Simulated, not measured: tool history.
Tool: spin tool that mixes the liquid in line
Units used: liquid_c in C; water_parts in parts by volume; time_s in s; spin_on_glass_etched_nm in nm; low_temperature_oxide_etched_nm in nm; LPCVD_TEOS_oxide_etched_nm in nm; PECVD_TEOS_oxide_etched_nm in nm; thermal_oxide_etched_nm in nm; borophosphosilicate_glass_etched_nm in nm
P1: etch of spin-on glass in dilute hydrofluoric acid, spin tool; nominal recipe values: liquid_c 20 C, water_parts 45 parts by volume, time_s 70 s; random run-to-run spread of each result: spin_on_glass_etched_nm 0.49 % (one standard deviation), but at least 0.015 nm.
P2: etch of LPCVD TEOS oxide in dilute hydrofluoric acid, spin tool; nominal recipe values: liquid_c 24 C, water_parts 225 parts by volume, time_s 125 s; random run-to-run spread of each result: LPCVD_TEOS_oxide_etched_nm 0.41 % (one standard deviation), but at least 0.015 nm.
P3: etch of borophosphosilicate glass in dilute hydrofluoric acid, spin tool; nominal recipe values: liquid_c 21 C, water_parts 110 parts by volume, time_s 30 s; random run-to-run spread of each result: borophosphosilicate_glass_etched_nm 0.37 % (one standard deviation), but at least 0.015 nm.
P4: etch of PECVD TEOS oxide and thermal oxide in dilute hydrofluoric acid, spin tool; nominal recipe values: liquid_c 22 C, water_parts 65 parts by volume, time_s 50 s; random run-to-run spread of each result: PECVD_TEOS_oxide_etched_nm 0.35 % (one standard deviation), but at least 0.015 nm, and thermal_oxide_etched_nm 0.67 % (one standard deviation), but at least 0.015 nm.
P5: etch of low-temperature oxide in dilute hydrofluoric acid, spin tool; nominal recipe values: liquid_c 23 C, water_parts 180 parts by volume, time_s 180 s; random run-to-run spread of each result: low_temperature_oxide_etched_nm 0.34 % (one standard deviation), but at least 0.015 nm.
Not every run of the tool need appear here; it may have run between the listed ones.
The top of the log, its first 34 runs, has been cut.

run,hour,process,liquid_c,water_parts,time_s,spin_on_glass_etched_nm,low_temperature_oxide_etched_nm,LPCVD_TEOS_oxide_etched_nm,PECVD_TEOS_oxide_etched_nm,thermal_oxide_etched_nm,borophosphosilicate_glass_etched_nm
35,406.2,P1,20,45,70,58.565,,,,,
36,417.2,P1,20,45,70,60.823,,,,,
37,432.3,P1,20,45,70,62.77,,,,,
38,441.8,P1,20,45,70,63.568,,,,,
39,457.2,P1,20,45,70,64.689,,,,,
40,471.3,P1,20,45,70,63.921,,,,,
41,486.8,P1,20,45,70,64.791,,,,,
42,500.5,P1,20,45,70,64.846,,,,,

Run 43 comes next. What will it give?
43,511.8,P1,20,45,70,?,,,,,

{"run 43": {"spin_on_glass_etched_nm": 64.836}}
